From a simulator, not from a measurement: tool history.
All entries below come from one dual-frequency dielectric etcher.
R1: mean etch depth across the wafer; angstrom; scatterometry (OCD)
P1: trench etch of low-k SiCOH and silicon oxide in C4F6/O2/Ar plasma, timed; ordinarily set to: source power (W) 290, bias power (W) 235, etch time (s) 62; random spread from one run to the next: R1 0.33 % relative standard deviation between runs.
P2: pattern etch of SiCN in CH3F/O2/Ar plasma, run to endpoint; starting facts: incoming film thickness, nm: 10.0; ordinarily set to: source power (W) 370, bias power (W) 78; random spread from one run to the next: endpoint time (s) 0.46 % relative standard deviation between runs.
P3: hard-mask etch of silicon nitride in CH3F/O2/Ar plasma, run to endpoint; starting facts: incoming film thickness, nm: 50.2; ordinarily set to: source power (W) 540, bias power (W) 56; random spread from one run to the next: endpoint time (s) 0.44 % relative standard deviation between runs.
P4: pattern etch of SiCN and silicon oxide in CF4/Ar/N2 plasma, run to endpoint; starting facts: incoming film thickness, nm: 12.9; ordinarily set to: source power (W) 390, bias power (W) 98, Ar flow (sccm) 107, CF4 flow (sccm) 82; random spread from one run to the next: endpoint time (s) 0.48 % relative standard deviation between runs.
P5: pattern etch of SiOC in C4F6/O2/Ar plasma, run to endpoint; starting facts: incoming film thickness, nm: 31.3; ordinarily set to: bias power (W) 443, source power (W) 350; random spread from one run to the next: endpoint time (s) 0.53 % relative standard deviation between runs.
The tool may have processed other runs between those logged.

Run 1, hour 14.5: process that ran P1, source power (W) 290, bias power (W) 235, etch time (s) 62. Result: R1 1985.6 angstrom.
Run 2, hour 25.1: process that ran P1, source power (W) 290, bias power (W) 324, etch time (s) 62. Result: R1 2197.9 angstrom.
Run 3, hour 38.1: process that ran P1, source power (W) 290, bias power (W) 235, etch time (s) 62. Result: R1 1989 angstrom.
Run 4, hour 48.6: process that ran P5, source power (W) 350, bias power (W) 443. Result: endpoint time (s) 11.279.
Run 5, hour 63.3: process that ran P1, source power (W) 290, bias power (W) 235, etch time (s) 34. Result: R1 1093.2 angstrom.
Run 6, hour 71.1: process that ran P1, source power (W) 380, bias power (W) 320, etch time (s) 62. Result: R1 2442.2 angstrom.
Run 7, hour 81.6: process that ran P2, source power (W) 230, bias power (W) 78. Result: endpoint time (s) 32.523.
Run 8, hour 89: process that ran P1, source power (W) 290, bias power (W) 145, etch time (s) 75.5. Result: R1 2051.8 angstrom.
Run 9, hour 102.6: process that ran P3, source power (W) 540, bias power (W) 56. Result: endpoint time (s) 71.322.
Run 10, hour 112.3: process that ran P2, source power (W) 370, bias power (W) 53. Result: endpoint time (s) 31.457.
Run 11, hour 124.7: process that ran P5, source power (W) 460, bias power (W) 443. Result: endpoint time (s) 10.347.
Run 12, hour 131.7: process that ran P4, source power (W) 390, bias power (W) 98, Ar flow (sccm) 107, CF4 flow (sccm) 82. Result: endpoint time (s) 14.984.
Run 13, hour 146.5: process that ran P2, source power (W) 370, bias power (W) 78. Result: endpoint time (s) 27.276.
Run 14, hour 160.2: process that ran P1, source power (W) 290, bias power (W) 235, etch time (s) 62. Result: R1 1965.8 angstrom.
Run 15, hour 168.1: process that ran P1, source power (W) 290, bias power (W) 187, etch time (s) 62. Result: R1 1843.7 angstrom.
Run 16, hour 176.7: process that ran P3, source power (W) 540, bias power (W) 77. Result: endpoint time (s) 64.247.
Run 17, hour 188.3: process that ran P5, source power (W) 350, bias power (W) 611. Result: endpoint time (s) 10.202.
Run 18, hour 202.2: process that ran P1, source power (W) 290, bias power (W) 235, etch time (s) 62. Result: R1 1974.8 angstrom.
Run 19, hour 217.4: process that ran P4, source power (W) 300, bias power (W) 98, Ar flow (sccm) 107, CF4 flow (sccm) 82. Result: endpoint time (s) 18.878.
Run 20, hour 229.1: process that ran P4, source power (W) 390, bias power (W) 98, Ar flow (sccm) 107, CF4 flow (sccm) 61. Result: endpoint time (s) 15.545.
Run 21, hour 244.6: process that ran P4, source power (W) 390, bias power (W) 98, Ar flow (sccm) 107, CF4 flow (sccm) 82. Result: endpoint time (s) 14.989.
Run 22, hour 253.5: process that ran P3, source power (W) 540, bias power (W) 56. Result: endpoint time (s) 71.047.
Run 23, hour 266.2: process that ran P3, source power (W) 330, bias power (W) 56. Result: endpoint time (s) 85.938.
Run 24, hour 276: process that ran P4, source power (W) 390, bias power (W) 66, Ar flow (sccm) 107, CF4 flow (sccm) 82. Result: endpoint time (s) 17.273.
Run 25, hour 286.6: process that ran P1, source power (W) 350, bias power (W) 235, etch time (s) 62. Result: R1 2134.6 angstrom.
Run 26, hour 297.5: process that ran P1, source power (W) 290, bias power (W) 235, etch time (s) 62. Result: R1 1975.5 angstrom.
Run 27, hour 306.8: process that ran P1, source power (W) 210, bias power (W) 235, etch time (s) 62. Result: R1 1752.3 angstrom.
Run 28, hour 320.1: process that ran P4, source power (W) 390, bias power (W) 98, Ar flow (sccm) 136, CF4 flow (sccm) 82. Result: endpoint time (s) 15.409.
Run 29, hour 331.9: process that ran P1, source power (W) 290, bias power (W) 235, etch time (s) 83. Result: R1 2638.8 angstrom.
Run 30, hour 340: process that ran P1, source power (W) 290, bias power (W) 235, etch time (s) 62. Result: R1 1988.2 angstrom.
Run 31, hour 352.2: process that ran P1, source power (W) 290, bias power (W) 235, etch time (s) 62. Result: R1 1997.7 angstrom.
Run 32, hour 360.1: process that ran P1, source power (W) 290, bias power (W) 235, etch time (s) 62. Result: R1 2004.6 angstrom.
Run 33, hour 369.8: process that ran P1, source power (W) 290, bias power (W) 235, etch time (s) 62. Result: R1 1992.4 angstrom.
At hour 381.3: wet clean of the chamber.
Run 34, hour 384.2: process that ran P1, source power (W) 290, bias power (W) 235, etch time (s) 62. Result: R1 2025.2 angstrom.
Run 35, hour 396.3: process that ran P1, source power (W) 290, bias power (W) 235, etch time (s) 62. Result: R1 2018.9 angstrom.
Run 36, hour 411.4: process that ran P1, source power (W) 290, bias power (W) 235, etch time (s) 62. Result: R1 2005.3 angstrom.

What P1 gives has crept away from where it was. These 2 causes fit the log equally well, each at the size given:
A: source power that arrives over what is set, % = 4.4
B: bias power that arrives over what is set, % = 4.91
Onset of the creep was near hour 340.
Other possible causes, and why each is ruled out:
chamber walls in a state that raises the etch rate, %: its service at hour 381.3 followed the start of the drift and did not put the process back to its old value

Each of the check runs listed below is run on 3 wafers and reports their average, with the results left as question marks. Pick the one under which the possible causes would lead to clearly different results.
Run check 1, hour 426.5: process that ran P5, source power (W) 440, bias power (W) 548. Result: endpoint time (s) ?.
Run check 2, hour 426.5: process that ran P3, source power (W) 410, bias power (W) 56. Result: endpoint time (s) ?.
Run check 3, hour 426.5: process that ran P2, source power (W) 370, bias power (W) 59. Result: endpoint time (s) ?.
Run check 4, hour 426.5: process that ran P4, source power (W) 390, bias power (W) 68, Ar flow (sccm) 107, CF4 flow (sccm) 67. Result: endpoint time (s) ?.

Check results expected under each cause:
  check             result    if A    if B
check 1  endpoint time (s)  9.5271  9.5056
check 2  endpoint time (s)  77.866  77.953
check 3  endpoint time (s)  29.725  29.725
check 4  endpoint time (s)  16.848  17.213
How far apart the two closest causes lie, in the result that separates them most: check 1 0.23 %; check 2 0.11 %; check 3 0 %; check 4 2.14 %
The causes can be told apart only by check 4. The other checks would give nearly the same results under each of them.

Then check 4 was run and gave: endpoint time (s) 16.892. Which cause is it?

It is A: source power that arrives over what is set, %.
